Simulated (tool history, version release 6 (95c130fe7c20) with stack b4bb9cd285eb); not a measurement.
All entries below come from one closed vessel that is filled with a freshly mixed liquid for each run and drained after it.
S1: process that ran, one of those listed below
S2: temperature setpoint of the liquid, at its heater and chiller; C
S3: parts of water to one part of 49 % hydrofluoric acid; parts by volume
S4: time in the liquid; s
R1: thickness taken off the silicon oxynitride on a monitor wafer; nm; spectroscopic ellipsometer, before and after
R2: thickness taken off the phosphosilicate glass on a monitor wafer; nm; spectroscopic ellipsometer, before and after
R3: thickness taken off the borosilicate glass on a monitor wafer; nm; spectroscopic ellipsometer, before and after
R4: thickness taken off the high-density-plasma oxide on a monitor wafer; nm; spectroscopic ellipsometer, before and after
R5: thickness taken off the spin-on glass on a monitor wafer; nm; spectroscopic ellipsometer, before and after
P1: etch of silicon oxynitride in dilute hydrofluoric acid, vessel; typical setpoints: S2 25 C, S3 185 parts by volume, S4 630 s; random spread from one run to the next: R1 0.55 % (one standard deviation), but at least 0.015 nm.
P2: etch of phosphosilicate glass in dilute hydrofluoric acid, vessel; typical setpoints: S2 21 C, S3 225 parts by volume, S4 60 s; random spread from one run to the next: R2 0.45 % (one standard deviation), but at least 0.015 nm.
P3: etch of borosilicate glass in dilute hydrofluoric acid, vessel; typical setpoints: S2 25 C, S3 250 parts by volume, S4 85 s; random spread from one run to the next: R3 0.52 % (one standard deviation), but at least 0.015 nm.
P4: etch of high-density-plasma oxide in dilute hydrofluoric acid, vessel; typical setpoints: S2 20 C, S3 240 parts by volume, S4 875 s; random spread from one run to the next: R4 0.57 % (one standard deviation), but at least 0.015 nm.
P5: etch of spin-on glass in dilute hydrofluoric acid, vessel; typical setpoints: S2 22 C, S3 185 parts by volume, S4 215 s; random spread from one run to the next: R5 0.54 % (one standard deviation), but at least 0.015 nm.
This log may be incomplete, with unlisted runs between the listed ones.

run   hour  S1    S2   S3    S4      R1      R2      R3      R4      R5
  1    3.7  P1    25  185   630   13.38
  2      8  P2    21  225    30          13.038
  3   12.1  P2    21  225    60          25.932
  4   14.7  P1    25  185   630  13.383
  5   17.5  P3    29  250    85                  12.632
  6   22.3  P4    20  240   200                           3.189
  7   26.6  P5    22   45   215                                  215.44
  8   30.8  P3    25  250    85                    10.9
  9   33.4  P2    17  225    60           22.11
 10     36  P5    22  185   215                                  44.041
 11   40.5  P5  28.5  185   215                                    56.1
 12   45.3  P3    25  250   150                  19.507
 13   49.4  P1    25  185   630  13.529
 14   52.1  P1    32  185   630  18.167
 15   55.5  P1    18  185   630  9.6577
 16   58.2  P3    25  250    85                  10.948
 17   62.8  P1    25  185  1000  21.239
 18     66  P1    25  185   315  6.6951
 19     69  P1    25  185   630  13.469
 20   74.4  P2    21   40    60           178.7
 21   77.8  P4    20  410   875                          7.0133
 22   82.2  P4    27  240   875                          17.708
 23   84.6  P3    25   45    85                  77.788
 24   89.3  P1    25  295   630  7.7486
      92.4  -- hydrofluoric acid flow meter replaced
 25   94.4  P5    22  185   330                                  67.479
 26   97.3  P1    25  185   630   13.41
 27  102.4  P4    20  240   875                          13.918
 28  106.1  P1    18  185   160   2.429
 29  109.9  P1    25   50   630   55.38
 30  113.7  P1    25  185   630  13.455
 31  116.9  P1    25  185   630  13.191
 32  121.7  P1    25  185   630  12.872

Run 33 comes next. What will it give?
 33  124.1  P1  25  185  630   ?

R1: 12.609 nm
